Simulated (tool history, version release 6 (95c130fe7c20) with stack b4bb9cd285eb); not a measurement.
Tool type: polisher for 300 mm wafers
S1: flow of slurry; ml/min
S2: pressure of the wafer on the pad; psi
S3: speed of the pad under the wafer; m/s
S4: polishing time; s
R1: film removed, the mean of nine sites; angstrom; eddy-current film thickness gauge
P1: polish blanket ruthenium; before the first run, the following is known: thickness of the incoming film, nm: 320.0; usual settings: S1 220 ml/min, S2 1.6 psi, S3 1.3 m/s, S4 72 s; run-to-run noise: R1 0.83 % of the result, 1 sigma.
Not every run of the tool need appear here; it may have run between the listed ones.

{"run": 1, "day": 0.142, "S1": 220, "S2": 1.6, "S3": 1.3, "S4": 72, "R1": 935.13}
{"run": 2, "day": 0.238, "S1": 220, "S2": 2.5, "S3": 1.3, "S4": 35, "R1": 720.18}
{"run": 3, "day": 0.358, "S1": 220, "S2": 1.6, "S3": 1.3, "S4": 72, "R1": 952.8}
{"run": 4, "day": 0.446, "S1": 220, "S2": 1.6, "S3": 1.3, "S4": 72, "R1": 959.21}
{"run": 5, "day": 0.588, "S1": 220, "S2": 1.6, "S3": 2.06, "S4": 72, "R1": 1502.9}
{"run": 6, "day": 0.675, "S1": 220, "S2": 2.3, "S3": 1.3, "S4": 72, "R1": 1343.9}
{"run": 7, "day": 0.812, "S1": 220, "S2": 0.7, "S3": 1.3, "S4": 72, "R1": 413.25}
{"run": 8, "day": 0.954, "S1": 220, "S2": 1.6, "S3": 1.3, "S4": 72, "R1": 940.61}
{"run": 9, "day": 1.062, "S1": 220, "S2": 2.3, "S3": 1.3, "S4": 106, "R1": 2013}
{"day": 1.096, "done": "slurry nozzle cleaned"}
{"run": 10, "day": 1.15, "S1": 130, "S2": 1.6, "S3": 1.3, "S4": 72, "R1": 875.88}
{"run": 11, "day": 1.342, "S1": 345, "S2": 1.6, "S3": 1.3, "S4": 72, "R1": 991.71}
{"run": 12, "day": 1.475, "S1": 220, "S2": 1.6, "S3": 0.88, "S4": 72, "R1": 651.56}
{"run": 13, "day": 1.633, "S1": 220, "S2": 1.6, "S3": 1.3, "S4": 102, "R1": 1352.8}
{"day": 1.658, "done": "worn pad replaced by a new one"}
{"run": 14, "day": 1.729, "S1": 220, "S2": 1.6, "S3": 1.3, "S4": 53, "R1": 693.52}
{"run": 15, "day": 1.838, "S1": 220, "S2": 1.6, "S3": 1.3, "S4": 72, "R1": 940.68}
{"run": 16, "day": 2.0, "S1": 220, "S2": 2.5, "S3": 1.3, "S4": 35, "R1": 714.35}
{"run": 17, "day": 2.179, "S1": 220, "S2": 1.6, "S3": 1.3, "S4": 72, "R1": 945.4}
{"run": 18, "day": 2.321, "S1": 220, "S2": 1.6, "S3": 1.3, "S4": 72, "R1": 956.9}
{"run": 19, "day": 2.512, "S1": 220, "S2": 1.6, "S3": 1.3, "S4": 72, "R1": 929.79}
{"run": 20, "day": 2.683, "S1": 220, "S2": 1.6, "S3": 1.3, "S4": 72, "R1": 920.74}
{"run": 21, "day": 2.858, "S1": 220, "S2": 1.6, "S3": 1.3, "S4": 72, "R1": 897.29}
{"day": 2.9, "done": "worn pad replaced by a new one"}
{"run": 22, "day": 3.046, "S1": 220, "S2": 1.6, "S3": 1.3, "S4": 72, "R1": 895.31}
{"run": 23, "day": 3.204, "S1": 220, "S2": 1.6, "S3": 1.3, "S4": 72, "R1": 896.84}
{"run": 24, "day": 3.367, "S1": 220, "S2": 1.6, "S3": 1.3, "S4": 72, "R1": 886.38}
{"run": 25, "day": 3.525, "S1": 220, "S2": 1.6, "S3": 1.3, "S4": 72, "R1": 860.08}
{"run": 26, "day": 3.683, "S1": 220, "S2": 1.6, "S3": 1.3, "S4": 72, "R1": 878.93}
{"run": 27, "day": 3.867, "S1": 220, "S2": 1.6, "S3": 1.3, "S4": 72, "R1": 894.96}

The output of P1 has drifted from where it used to be. Each of the 2 causes below, taken at the size shown beside it, accounts for the log equally well:
A: head's pressure below its setpoint, % = 7.25
B: slurry flow missing at the pad, % = 38.9
The creep began at about day 2.321.
What rules out each remaining cause:
removal rate lost through wear of the pad, %: maintenance at day 2.9, after the shift began, did not return the process to its former output

Which of the 4 check runs listed below, each an average over 2 wafers with its results shown as question marks, gives clearly different results under the different listed causes?
{"run": "check 1", "day": 4.05, "S1": 220, "S2": 2.2, "S3": 2.04, "S4": 72, "R1": "?"}
{"run": "check 2", "day": 4.05, "S1": 220, "S2": 2.2, "S3": 1.3, "S4": 72, "R1": "?"}
{"run": "check 3", "day": 4.05, "S1": 220, "S2": 1.6, "S3": 2, "S4": 72, "R1": "?"}
{"run": "check 4", "day": 4.05, "S1": 135, "S2": 1.6, "S3": 1.3, "S4": 72, "R1": "?"}

Predicted outcomes, by check and by cause:
check=check_1 result=R1 if_A=1896.6 if_B=1896.7
check=check_2 result=R1 if_A=1208.6 if_B=1208.7
check=check_3 result=R1 if_A=1352.3 if_B=1352.4
check=check_4 result=R1 if_A=815.98 if_B=782.45
Separation of the two closest causes in each check, using whichever result separates them best: check 1 0.01 %; check 2 0.01 %; check 3 0.01 %; check 4 4.2 %
Of the check runs offered, only check 4 discriminates between the causes; the rest would read about the same regardless of which cause applies.

After running check 4, the following was obtained: R1 789.93 angstrom. Which cause does this point to?

The correct cause is B, namely: slurry flow missing at the pad, %.
